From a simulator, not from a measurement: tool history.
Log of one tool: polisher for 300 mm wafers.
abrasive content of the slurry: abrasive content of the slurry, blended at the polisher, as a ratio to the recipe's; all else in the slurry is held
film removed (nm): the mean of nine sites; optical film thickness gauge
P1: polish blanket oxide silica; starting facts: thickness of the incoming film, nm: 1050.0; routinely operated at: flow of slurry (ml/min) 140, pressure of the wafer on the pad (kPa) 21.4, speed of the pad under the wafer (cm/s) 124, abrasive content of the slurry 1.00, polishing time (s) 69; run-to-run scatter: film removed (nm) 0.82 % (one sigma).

run,hour,flow of slurry (ml/min),pressure of the wafer on the pad (kPa),speed of the pad under the wafer (cm/s),abrasive content of the slurry,polishing time (s),wafers polished on this pad,hours since the slurry nozzle was cleaned,hours since the head pressure was calibrated,hours since the slurry blender was calibrated,hours since the conditioning disc was replaced,film removed (nm)
1,7.5,140,21.4,124,1.00,69,345,372.0,307.2,145.5,195.7,151.810
2,14.8,85,21.4,124,1.00,69,392,379.3,314.5,152.8,203.0,134.210
3,22.2,140,21.4,86,1.00,102,440,386.7,321.9,160.2,210.4,168.160
# hour 30.9: slurry blender recalibrated
4,31.6,140,21.4,124,1.00,69,501,396.1,331.3,0.7,219.8,150.160
5,39.6,140,21.4,124,1.00,36,552,404.1,339.3,8.7,227.8,78.486
6,47.2,140,21.4,66,1.00,69,602,411.7,346.9,16.3,235.4,90.340
7,56.7,140,9.7,124,1.00,45,663,421.2,356.4,25.8,244.9,45.068
8,64.0,140,10.3,124,1.00,69,711,428.5,363.7,33.1,252.2,73.715
9,73.0,215,21.4,124,1.00,69,769,437.5,372.7,42.1,261.2,161.320
# hour 73.4: head pressure recalibrated
10,77.7,140,21.4,124,1.00,69,799,442.2,4.4,46.8,265.9,148.680
11,85.7,140,21.4,124,1.00,108,851,450.2,12.4,54.8,273.9,237.070
12,93.7,140,21.4,88,1.00,46,903,458.2,20.4,62.8,281.9,77.038
13,102.8,140,21.4,124,1.00,69,962,467.3,29.5,71.9,291.0,150.460
14,107.6,140,21.4,124,1.25,69,993,472.1,34.3,76.7,295.8,165.900
15,114.3,140,21.4,124,1.00,69,1036,478.8,41.0,83.4,302.5,149.940
16,120.8,140,30.3,124,1.00,69,1078,485.3,47.5,89.9,309.0,218.770
17,130.6,140,21.4,180,1.00,69,1142,495.1,57.3,99.7,318.8,202.720
18,139.3,140,21.4,124,0.50,69,1198,503.8,66.0,108.4,327.5,105.790
19,148.2,140,21.4,124,1.00,69,1256,512.7,74.9,117.3,336.4,152.650
20,154.9,140,21.4,124,1.00,69,1299,519.4,81.6,124.0,343.1,151.580
21,163.9,140,21.4,124,1.00,69,1358,528.4,90.6,133.0,352.1,146.640
22,173.1,140,21.4,124,1.00,69,1417,537.6,99.8,142.2,361.3,142.170
23,180.8,140,21.4,124,1.00,69,1467,545.3,107.5,149.9,369.0,137.940
24,186.7,140,21.4,124,1.00,69,1505,551.2,113.4,155.8,374.9,139.570
# hour 188.6: worn pad replaced by a new one
# hour 189.9: conditioning disc replaced and pad reconditioned
25,191.2,140,21.4,124,1.00,69,17,555.7,117.9,160.3,1.4,139.910
# hour 193.7: slurry nozzle cleaned
26,195.4,140,21.4,124,1.00,69,44,1.8,122.1,164.5,5.6,138.130
27,204.9,140,21.4,124,1.00,69,105,11.3,131.6,174.0,15.1,139.650
28,214.1,140,21.4,124,1.00,69,165,20.5,140.8,183.2,24.3,137.670

Compared with where it was, what P1 gives has crept away. Each cause listed below fits the log as well as the rest, at the size given for it:
A: head's pressure below its setpoint, % = 8.87
B: abrasive missing from the slurry, % = 17.6
The creep began at about hour 154.9.
Ruled out, with reasons:
removal rate lost through wear of the pad, %: serviced at hour 188.6, after the drift had started, without restoring the earlier output
slurry flow missing at the pad, %: serviced at hour 193.7, after the drift had started, without restoring the earlier output
time polished since the conditioner stopped cutting, s: serviced at hour 189.9, after the drift had started, without restoring the earlier output

Below are 4 check runs, each averaged over 5 wafers, with their results shown as question marks. Which of them would give clearly different results depending on which cause is behind the drift?
check 1,223.3,205,21.4,72,1.00,69,,,,,,?
check 2,223.3,140,21.4,124,0.50,69,,,,,,?
check 3,223.3,140,12.4,124,1.00,107,,,,,,?
check 4,223.3,85,21.4,124,1.00,105,,,,,,?

Outcome of each check run for each possible cause:
check,result,if A,if B
check 1,film removed (nm),94.901,94.922
check 2,film removed (nm),94.995,91.964
check 3,film removed (nm),124.410,124.440
check 4,film removed (nm),187.210,187.250
Gap, in per cent, between the two causes that each check separates least, read from the result that separates them most: check 1 0.02 %; check 2 3.24 %; check 3 0.02 %; check 4 0.02 %
Only check 2 tells the causes apart: in the others they would give nearly the same result.

Running check 2 produced the following: film removed (nm) 91.929. Which one of the listed causes fits?

It is B: abrasive missing from the slurry, %.
